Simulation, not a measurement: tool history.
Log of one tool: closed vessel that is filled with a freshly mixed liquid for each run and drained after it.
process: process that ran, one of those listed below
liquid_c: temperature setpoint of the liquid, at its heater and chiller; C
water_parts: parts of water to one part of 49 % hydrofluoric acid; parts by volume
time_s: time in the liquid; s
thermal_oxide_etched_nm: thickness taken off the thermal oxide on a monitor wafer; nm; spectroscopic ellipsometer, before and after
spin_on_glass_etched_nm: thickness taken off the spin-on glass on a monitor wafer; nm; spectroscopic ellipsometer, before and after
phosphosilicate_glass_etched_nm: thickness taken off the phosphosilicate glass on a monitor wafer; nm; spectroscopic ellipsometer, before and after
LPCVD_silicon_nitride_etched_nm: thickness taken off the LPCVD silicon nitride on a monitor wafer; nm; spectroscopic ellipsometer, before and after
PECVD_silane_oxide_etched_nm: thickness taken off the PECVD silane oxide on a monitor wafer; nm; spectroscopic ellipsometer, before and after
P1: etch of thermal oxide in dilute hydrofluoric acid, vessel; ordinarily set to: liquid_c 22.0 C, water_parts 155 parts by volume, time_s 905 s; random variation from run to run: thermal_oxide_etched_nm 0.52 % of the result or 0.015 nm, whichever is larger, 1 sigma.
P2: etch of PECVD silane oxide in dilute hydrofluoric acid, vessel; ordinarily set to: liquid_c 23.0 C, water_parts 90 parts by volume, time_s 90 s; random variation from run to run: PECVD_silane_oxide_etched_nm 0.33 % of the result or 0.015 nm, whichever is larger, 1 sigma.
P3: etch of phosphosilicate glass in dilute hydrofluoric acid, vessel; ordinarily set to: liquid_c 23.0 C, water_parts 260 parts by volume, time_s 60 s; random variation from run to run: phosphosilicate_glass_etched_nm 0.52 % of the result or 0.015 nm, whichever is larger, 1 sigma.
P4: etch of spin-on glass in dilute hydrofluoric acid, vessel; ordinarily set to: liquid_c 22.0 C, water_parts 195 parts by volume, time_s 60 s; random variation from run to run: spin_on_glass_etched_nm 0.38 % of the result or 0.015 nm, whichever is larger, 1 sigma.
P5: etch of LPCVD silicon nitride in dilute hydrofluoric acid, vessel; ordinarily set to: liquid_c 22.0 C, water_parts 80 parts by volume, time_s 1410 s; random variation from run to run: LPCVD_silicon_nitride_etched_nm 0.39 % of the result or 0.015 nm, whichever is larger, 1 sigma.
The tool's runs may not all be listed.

| run | day | process | liquid_c | water_parts | time_s | hours since the thermometer was replaced | hours since the hydrofluoric acid flow meter was replaced | thermal_oxide_etched_nm | spin_on_glass_etched_nm | phosphosilicate_glass_etched_nm | LPCVD_silicon_nitride_etched_nm | PECVD_silane_oxide_etched_nm |
|---|---|---|---|---|---|---|---|---|---|---|---|---|
| 1 | 0.304 | P1 | 22.0 | 155 | 905 | 190.5 | 105.2 | 24.9220 |  |  |  |  |
| 2 | 0.621 | P1 | 17.0 | 240 | 905 | 198.1 | 112.8 | 12.1320 |  |  |  |  |
| 3 | 1.050 | P4 | 22.0 | 80 | 60 | 208.4 | 123.1 |  | 24.5530 |  |  |  |
| 4 | 1.417 | P3 | 17.0 | 260 | 60 | 217.2 | 131.9 |  |  | 19.517 |  |  |
| 5 | 1.854 | P4 | 22.0 | 195 | 60 | 227.7 | 142.4 |  | 8.8057 |  |  |  |
| 6 | 2.179 | P5 | 22.0 | 80 | 1410 | 235.5 | 150.2 |  |  |  | 7.6866 |  |
| 7 | 2.442 | P2 | 17.0 | 90 | 90 | 241.8 | 156.5 |  |  |  |  | 12.8130 |
| 8 | 2.858 | P1 | 22.0 | 95 | 905 | 251.8 | 166.5 | 43.3120 |  |  |  |  |
| 9 | 3.138 | P2 | 23.0 | 90 | 30 | 258.5 | 173.2 |  |  |  |  | 5.4738 |
| 10 | 3.433 | P2 | 23.0 | 150 | 90 | 265.6 | 180.3 |  |  |  |  | 9.1305 |
| 11 | 3.642 | P1 | 22.0 | 155 | 1470 | 270.6 | 185.3 | 39.8110 |  |  |  |  |
| 12 | 3.975 | P1 | 22.0 | 155 | 185 | 278.6 | 193.3 | 5.0349 |  |  |  |  |
| 13 | 4.296 | P5 | 22.0 | 80 | 255 | 286.3 | 201.0 |  |  |  | 1.3877 |  |
| 14 | 4.588 | P3 | 23.0 | 60 | 60 | 293.3 | 208.0 |  |  | 132.410 |  |  |
| 15 | 4.858 | P4 | 29.0 | 195 | 60 | 299.8 | 214.5 |  | 11.3470 |  |  |  |
| 16 | 5.200 | P5 | 27.5 | 80 | 1410 | 308.0 | 222.7 |  |  |  | 11.0810 |  |
| 17 | 5.554 | P2 | 23.0 | 90 | 90 | 316.5 | 231.2 |  |  |  |  | 16.4510 |
| 18 | 5.771 | P5 | 22.0 | 135 | 1410 | 321.7 | 236.4 |  |  |  | 4.6298 |  |
| 19 | 5.979 | P1 | 29.5 | 155 | 905 | 326.7 | 241.4 | 32.9530 |  |  |  |  |
| 20 | 6.417 | P1 | 22.0 | 155 | 905 | 337.2 | 251.9 | 24.7800 |  |  |  |  |
| 21 | 6.612 | P3 | 23.0 | 260 | 30 | 341.9 | 256.6 |  |  | 12.214 |  |  |
| 22 | 7.050 | P1 | 22.0 | 245 | 905 | 352.4 | 267.1 | 14.3790 |  |  |  |  |
| 23 | 7.329 | P1 | 22.0 | 155 | 905 | 359.1 | 273.8 | 24.7880 |  |  |  |  |
|  | 7.429 | hydrofluoric acid flow meter replaced |
| 24 | 7.771 | P1 | 17.0 | 155 | 905 | 369.7 | 8.2 | 20.2390 |  |  |  |  |
| 25 | 8.204 | P1 | 22.0 | 155 | 905 | 380.1 | 18.6 | 24.9920 |  |  |  |  |
| 26 | 8.592 | P3 | 23.0 | 260 | 60 | 389.4 | 27.9 |  |  | 24.204 |  |  |
| 27 | 8.929 | P4 | 22.0 | 195 | 105 | 397.5 | 36.0 |  | 15.4670 |  |  |  |
| 28 | 9.312 | P2 | 23.0 | 90 | 90 | 406.7 | 45.2 |  |  |  |  | 16.3540 |
| 29 | 9.583 | P5 | 22.0 | 80 | 1410 | 413.2 | 51.7 |  |  |  | 7.6932 |  |
| 30 | 9.912 | P1 | 22.0 | 155 | 905 | 421.1 | 59.6 | 24.4870 |  |  |  |  |
| 31 | 10.142 | P1 | 22.0 | 155 | 905 | 426.6 | 65.1 | 24.3670 |  |  |  |  |
| 32 | 10.525 | P1 | 22.0 | 155 | 905 | 435.8 | 74.3 | 23.6630 |  |  |  |  |
| 33 | 10.962 | P1 | 22.0 | 155 | 905 | 446.3 | 84.8 | 23.3350 |  |  |  |  |
| 34 | 11.342 | P1 | 22.0 | 155 | 905 | 455.4 | 93.9 | 23.2070 |  |  |  |  |
| 35 | 11.533 | P1 | 22.0 | 155 | 905 | 460.0 | 98.5 | 23.1540 |  |  |  |  |
| 36 | 11.833 | P1 | 22.0 | 155 | 905 | 467.2 | 105.7 | 23.0970 |  |  |  |  |
| 37 | 12.158 | P1 | 22.0 | 155 | 905 | 475.0 | 113.5 | 23.2100 |  |  |  |  |
| 38 | 12.529 | P1 | 22.0 | 155 | 905 | 483.9 | 122.4 | 22.9470 |  |  |  |  |
| 39 | 12.762 | P1 | 22.0 | 155 | 905 | 489.5 | 128.0 | 23.1710 |  |  |  |  |
| 40 | 13.154 | P1 | 22.0 | 155 | 905 | 498.9 | 137.4 | 23.0040 |  |  |  |  |
| 41 | 13.592 | P1 | 22.0 | 155 | 905 | 509.4 | 147.9 | 22.7500 |  |  |  |  |

The log shows P1 creeping away from where it was. Any of the 2 causes listed here, at the size stated for it, fits the log just as well as the others:
A: liquid colder than its thermometer reads (K) = 2.01
B: hydrofluoric acid flow below the setpoint (%) = 6.48
The creep began at about day 9.912.

Which of the 4 check runs listed below separates the causes, so that each cause would produce a clearly different result? Each run uses one wafer, and its results are marked with question marks.
| check 1 | 14.029 | P2 | 18.5 | 140 | 90 |  |  |  |  |  |  | ? |
| check 2 | 14.029 | P3 | 19.5 | 85 | 60 |  |  |  |  | ? |  |  |
| check 3 | 14.029 | P5 | 22.0 | 80 | 585 |  |  |  |  |  | ? |  |
| check 4 | 14.029 | P4 | 27.0 | 130 | 60 |  |  |  | ? |  |  |  |

If the cause were each of the candidates in turn, the checks would give the following:
| check | result | if A | if B |
|---|---|---|---|
| check 1 | PECVD_silane_oxide_etched_nm | 7.6351 | 7.6785 |
| check 2 | phosphosilicate_glass_etched_nm | 71.694 | 72.475 |
| check 3 | LPCVD_silicon_nitride_etched_nm | 2.7842 | 2.9897 |
| check 4 | spin_on_glass_etched_nm | 15.9870 | 15.9570 |
Per check, the gap between the least separated pair of causes, taken in the result that splits them most: check 1 0.57 %; check 2 1.08 %; check 3 7.12 %; check 4 0.19 %
Only check 3 tells the causes apart: in the others they would give nearly the same result.

Check 3 was carried out, with these results: LPCVD_silicon_nitride_etched_nm 2.7886 nm. Which of the listed causes is responsible?

It is A: liquid colder than its thermometer reads (K).
